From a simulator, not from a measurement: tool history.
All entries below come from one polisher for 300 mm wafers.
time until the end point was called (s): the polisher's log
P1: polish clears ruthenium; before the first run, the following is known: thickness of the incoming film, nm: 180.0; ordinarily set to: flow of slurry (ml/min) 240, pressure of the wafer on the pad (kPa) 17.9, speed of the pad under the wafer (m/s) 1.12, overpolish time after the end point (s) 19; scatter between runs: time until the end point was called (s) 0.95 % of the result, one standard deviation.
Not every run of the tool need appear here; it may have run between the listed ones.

run	day	flow of slurry (ml/min)	pressure of the wafer on the pad (kPa)	speed of the pad under the wafer (m/s)	overpolish time after the end point (s)	time until the end point was called (s)
1	0.529	240	17.9	1.12	19	102.470
2	0.942	240	17.9	1.12	6	101.240
3	1.442	240	17.9	1.12	19	101.550
4	1.817	240	17.9	1.12	19	100.430
5	2.188	145	25.5	1.12	19	75.126
6	2.621	145	17.9	1.12	19	108.780
7	2.921	240	17.9	1.12	19	100.490
8	3.346	240	24.1	1.12	19	75.590
9	3.833	240	17.9	0.58	6	194.470
10	4.342	240	17.9	0.54	19	208.320
11	4.612	240	17.9	1.12	19	102.130
12	5.071	240	17.9	1.12	35	102.390
13	5.442	240	10.3	1.12	19	176.240
14	5.821	240	17.9	1.54	19	74.284
15	6.092	355	17.9	1.12	19	95.842
16	6.429	180	22.8	1.12	19	83.202
17	6.850	240	17.9	1.12	19	101.880
18	7.179	240	17.9	1.12	19	102.710
19	7.508	240	17.9	1.12	19	105.150
20	7.983	240	17.9	1.12	19	104.750
21	8.404	240	17.9	1.12	19	105.650
22	8.642	240	17.9	1.12	19	105.300
23	8.908	240	17.9	1.12	19	106.520

Estimate the outcome of run 24 from the log above:
# day 9.354: head pressure recalibrated
24	9.429	240	17.9	1.12	19	?

time until the end point was called (s): 106.420

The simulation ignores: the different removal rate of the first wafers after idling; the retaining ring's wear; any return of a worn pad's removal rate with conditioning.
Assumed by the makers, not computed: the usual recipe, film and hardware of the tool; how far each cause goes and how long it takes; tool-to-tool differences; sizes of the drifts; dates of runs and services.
